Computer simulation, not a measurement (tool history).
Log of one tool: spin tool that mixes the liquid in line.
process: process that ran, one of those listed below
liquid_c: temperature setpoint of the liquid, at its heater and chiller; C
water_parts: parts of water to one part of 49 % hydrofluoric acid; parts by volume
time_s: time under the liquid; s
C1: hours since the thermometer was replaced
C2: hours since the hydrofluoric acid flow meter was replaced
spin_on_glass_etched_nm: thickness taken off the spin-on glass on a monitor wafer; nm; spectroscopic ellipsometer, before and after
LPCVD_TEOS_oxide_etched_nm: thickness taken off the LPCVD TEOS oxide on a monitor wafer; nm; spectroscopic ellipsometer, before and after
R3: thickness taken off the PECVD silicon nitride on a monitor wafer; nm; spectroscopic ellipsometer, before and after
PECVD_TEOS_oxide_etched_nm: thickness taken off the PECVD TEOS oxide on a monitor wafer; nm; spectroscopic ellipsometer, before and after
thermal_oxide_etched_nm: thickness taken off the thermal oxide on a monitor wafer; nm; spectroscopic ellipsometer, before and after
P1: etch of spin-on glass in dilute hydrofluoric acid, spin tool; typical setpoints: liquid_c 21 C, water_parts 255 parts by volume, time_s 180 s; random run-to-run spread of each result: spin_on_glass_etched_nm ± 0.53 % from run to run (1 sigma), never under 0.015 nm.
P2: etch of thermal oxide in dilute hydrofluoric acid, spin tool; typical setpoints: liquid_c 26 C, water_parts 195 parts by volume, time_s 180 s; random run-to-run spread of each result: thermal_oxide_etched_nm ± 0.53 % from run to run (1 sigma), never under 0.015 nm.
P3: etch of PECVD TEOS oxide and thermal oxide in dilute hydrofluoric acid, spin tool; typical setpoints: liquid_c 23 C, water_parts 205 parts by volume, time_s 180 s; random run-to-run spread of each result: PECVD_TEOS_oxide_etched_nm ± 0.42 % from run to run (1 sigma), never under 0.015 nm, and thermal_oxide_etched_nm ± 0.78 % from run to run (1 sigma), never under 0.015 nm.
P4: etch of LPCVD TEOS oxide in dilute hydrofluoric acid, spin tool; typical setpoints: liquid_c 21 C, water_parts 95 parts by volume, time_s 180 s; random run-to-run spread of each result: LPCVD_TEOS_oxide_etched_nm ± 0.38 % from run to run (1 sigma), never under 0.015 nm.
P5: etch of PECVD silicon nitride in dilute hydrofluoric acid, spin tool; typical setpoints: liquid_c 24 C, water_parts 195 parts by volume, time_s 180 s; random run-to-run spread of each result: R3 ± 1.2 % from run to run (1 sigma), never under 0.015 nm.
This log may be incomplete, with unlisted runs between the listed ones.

Run 1, hour 16.7: process P1, liquid_c 21 C, water_parts 255 parts by volume, time_s 180 s; C1 521.7; C2 119. Result: spin_on_glass_etched_nm 13.385 nm.
Run 2, hour 28.9: process P4, liquid_c 21 C, water_parts 95 parts by volume, time_s 60 s; C1 533.9; C2 131.2. Result: LPCVD_TEOS_oxide_etched_nm 9.4209 nm.
Run 3, hour 40.1: process P5, liquid_c 19.5 C, water_parts 195 parts by volume, time_s 180 s; C1 545.1; C2 142.4. Result: R3 1.5667 nm.
Run 4, hour 57.8: process P3, liquid_c 23 C, water_parts 205 parts by volume, time_s 360 s; C1 562.8; C2 160.1. Result: PECVD_TEOS_oxide_etched_nm 24.449 nm, thermal_oxide_etched_nm 6.9538 nm.
Run 5, hour 74: process P5, liquid_c 24 C, water_parts 195 parts by volume, time_s 180 s; C1 579; C2 176.3. Result: R3 2.1361 nm.
Run 6, hour 86.4: process P2, liquid_c 30.5 C, water_parts 195 parts by volume, time_s 180 s; C1 591.4; C2 188.7. Result: thermal_oxide_etched_nm 5.0645 nm.
Run 7, hour 96.6: process P1, liquid_c 28 C, water_parts 255 parts by volume, time_s 180 s; C1 601.6; C2 198.9. Result: spin_on_glass_etched_nm 17.176 nm.
Run 8, hour 111.1: process P4, liquid_c 26.5 C, water_parts 95 parts by volume, time_s 180 s; C1 616.1; C2 213.4. Result: LPCVD_TEOS_oxide_etched_nm 35.135 nm.
Run 9, hour 121: process P5, liquid_c 24 C, water_parts 40 parts by volume, time_s 180 s; C1 626; C2 223.3. Result: R3 10.397 nm.
Run 10, hour 133.6: process P3, liquid_c 23 C, water_parts 345 parts by volume, time_s 180 s; C1 638.6; C2 235.9. Result: PECVD_TEOS_oxide_etched_nm 6.3135 nm, thermal_oxide_etched_nm 1.7868 nm.
Run 11, hour 146.5: process P1, liquid_c 21 C, water_parts 255 parts by volume, time_s 180 s; C1 651.5; C2 248.8. Result: spin_on_glass_etched_nm 13.461 nm.
Run 12, hour 163.8: process P1, liquid_c 21 C, water_parts 255 parts by volume, time_s 180 s; C1 668.8; C2 266.1. Result: spin_on_glass_etched_nm 13.449 nm.
Run 13, hour 177.5: process P1, liquid_c 21 C, water_parts 255 parts by volume, time_s 180 s; C1 682.5; C2 279.8. Result: spin_on_glass_etched_nm 13.543 nm.
Run 14, hour 190.7: process P2, liquid_c 26 C, water_parts 195 parts by volume, time_s 180 s; C1 695.7; C2 293. Result: thermal_oxide_etched_nm 4.3542 nm.
Run 15, hour 200.7: process P5, liquid_c 24 C, water_parts 195 parts by volume, time_s 360 s; C1 705.7; C2 303. Result: R3 4.2597 nm.
Run 16, hour 210: process P3, liquid_c 23 C, water_parts 205 parts by volume, time_s 180 s; C1 715; C2 312.3. Result: PECVD_TEOS_oxide_etched_nm 12.294 nm, thermal_oxide_etched_nm 3.5207 nm.
Run 17, hour 221.6: process P1, liquid_c 21 C, water_parts 70 parts by volume, time_s 180 s; C1 726.6; C2 323.9. Result: spin_on_glass_etched_nm 59.892 nm.
Run 18, hour 235.1: process P1, liquid_c 28 C, water_parts 255 parts by volume, time_s 325 s; C1 740.1; C2 337.4. Result: spin_on_glass_etched_nm 31.227 nm.
Run 19, hour 246.7: process P4, liquid_c 21 C, water_parts 95 parts by volume, time_s 180 s; C1 751.7; C2 349. Result: LPCVD_TEOS_oxide_etched_nm 28.254 nm.
Run 20, hour 257.7: process P1, liquid_c 17 C, water_parts 255 parts by volume, time_s 180 s; C1 762.7; C2 360. Result: spin_on_glass_etched_nm 11.54 nm.
Run 21, hour 271.6: process P1, liquid_c 21 C, water_parts 410 parts by volume, time_s 180 s; C1 776.6; C2 373.9. Result: spin_on_glass_etched_nm 7.2859 nm.
Run 22, hour 289.5: process P1, liquid_c 21 C, water_parts 255 parts by volume, time_s 285 s; C1 794.5; C2 391.8. Result: spin_on_glass_etched_nm 21.306 nm.
Run 23, hour 304.7: process P4, liquid_c 21 C, water_parts 95 parts by volume, time_s 180 s; C1 809.7; C2 407. Result: LPCVD_TEOS_oxide_etched_nm 28.188 nm.
Run 24, hour 322.4: process P1, liquid_c 21 C, water_parts 255 parts by volume, time_s 100 s; C1 827.4; C2 424.7. Result: spin_on_glass_etched_nm 7.4742 nm.
Run 25, hour 337.5: process P4, liquid_c 21 C, water_parts 170 parts by volume, time_s 180 s; C1 842.5; C2 439.8. Result: LPCVD_TEOS_oxide_etched_nm 14.435 nm.
Run 26, hour 350: process P2, liquid_c 26 C, water_parts 195 parts by volume, time_s 15 s; C1 855; C2 452.3. Result: thermal_oxide_etched_nm 0.35792 nm.
Run 27, hour 361.1: process P2, liquid_c 26 C, water_parts 85 parts by volume, time_s 180 s; C1 866.1; C2 463.4. Result: thermal_oxide_etched_nm 11.407 nm.
Run 28, hour 375.3: process P1, liquid_c 21 C, water_parts 255 parts by volume, time_s 180 s; C1 880.3; C2 477.6. Result: spin_on_glass_etched_nm 13.509 nm.
Run 29, hour 387.5: process P1, liquid_c 21 C, water_parts 255 parts by volume, time_s 180 s; C1 892.5; C2 489.8. Result: spin_on_glass_etched_nm 13.484 nm.
Run 30, hour 395.7: process P1, liquid_c 21 C, water_parts 255 parts by volume, time_s 180 s; C1 900.7; C2 498. Result: spin_on_glass_etched_nm 13.644 nm.
Run 31, hour 405.5: process P3, liquid_c 17 C, water_parts 205 parts by volume, time_s 180 s; C1 910.5; C2 507.8. Result: PECVD_TEOS_oxide_etched_nm 9.6972 nm, thermal_oxide_etched_nm 2.7681 nm.
Run 32, hour 419.4: process P1, liquid_c 21 C, water_parts 255 parts by volume, time_s 180 s; C1 924.4; C2 521.7. Result: spin_on_glass_etched_nm 13.524 nm.
Run 33, hour 428.9: process P1, liquid_c 21 C, water_parts 255 parts by volume, time_s 180 s; C1 933.9; C2 531.2. Result: spin_on_glass_etched_nm 13.264 nm.
Run 34, hour 438.5: process P1, liquid_c 21 C, water_parts 255 parts by volume, time_s 180 s; C1 943.5; C2 540.8. Result: spin_on_glass_etched_nm 13.052 nm.
Run 35, hour 452.3: process P1, liquid_c 21 C, water_parts 255 parts by volume, time_s 180 s; C1 957.3; C2 554.6. Result: spin_on_glass_etched_nm 12.915 nm.
Run 36, hour 468.2: process P1, liquid_c 21 C, water_parts 255 parts by volume, time_s 180 s; C1 973.2; C2 570.5. Result: spin_on_glass_etched_nm 12.81 nm.
Run 37, hour 480.5: process P1, liquid_c 21 C, water_parts 255 parts by volume, time_s 180 s; C1 985.5; C2 582.8. Result: spin_on_glass_etched_nm 12.929 nm.
Run 38, hour 497.4: process P1, liquid_c 21 C, water_parts 255 parts by volume, time_s 180 s; C1 1002.4; C2 599.7. Result: spin_on_glass_etched_nm 12.774 nm.
Run 39, hour 513.8: process P1, liquid_c 21 C, water_parts 255 parts by volume, time_s 180 s; C1 1018.8; C2 616.1. Result: spin_on_glass_etched_nm 12.826 nm.
Run 40, hour 525.3: process P1, liquid_c 21 C, water_parts 255 parts by volume, time_s 180 s; C1 1030.3; C2 627.6. Result: spin_on_glass_etched_nm 12.654 nm.

P1 has crept away from where it was. The log is fitted equally well by each of these 2 causes, at the sizes shown:
A: hydrofluoric acid flow below the setpoint (%) = 4.23
B: liquid colder than its thermometer reads (K) = 1.45
At approximately hour 419.4, the process output began to creep.

Of the 4 check runs below, each run on 3 wafers with the results averaged and each result still a question mark, which one would tell the listed causes apart?
Run check 1, hour 536.8: process P5, liquid_c 24 C, water_parts 90 parts by volume, time_s 285 s. Result: R3 ?.
Run check 2, hour 536.8: process P4, liquid_c 26 C, water_parts 165 parts by volume, time_s 180 s. Result: LPCVD_TEOS_oxide_etched_nm ?.
Run check 3, hour 536.8: process P3, liquid_c 23 C, water_parts 205 parts by volume, time_s 345 s. Result: PECVD_TEOS_oxide_etched_nm ?, thermal_oxide_etched_nm ?.
Run check 4, hour 536.8: process P2, liquid_c 26 C, water_parts 90 parts by volume, time_s 15 s. Result: thermal_oxide_etched_nm ?.

What every check run would give for each of its results, assuming each possible cause in turn:
  check                      result     if A     if B
check 1                          R3   6.9945   6.6278
check 2  LPCVD_TEOS_oxide_etched_nm   17.255   17.214
check 3  PECVD_TEOS_oxide_etched_nm   22.284   22.243
check 3     thermal_oxide_etched_nm   6.3647    6.353
check 4     thermal_oxide_etched_nm  0.84516  0.83779
Smallest distance between any two causes, each pair judged by its most separating result, in per cent: check 1 5.39 %; check 2 0.24 %; check 3 0.18 %; check 4 0.88 %
Only check 1 tells the causes apart: in the others they would give nearly the same result.

After running check 1, the following was obtained: R3 6.6511 nm. Which cause does this point to?

The correct cause is B, namely: liquid colder than its thermometer reads (K).

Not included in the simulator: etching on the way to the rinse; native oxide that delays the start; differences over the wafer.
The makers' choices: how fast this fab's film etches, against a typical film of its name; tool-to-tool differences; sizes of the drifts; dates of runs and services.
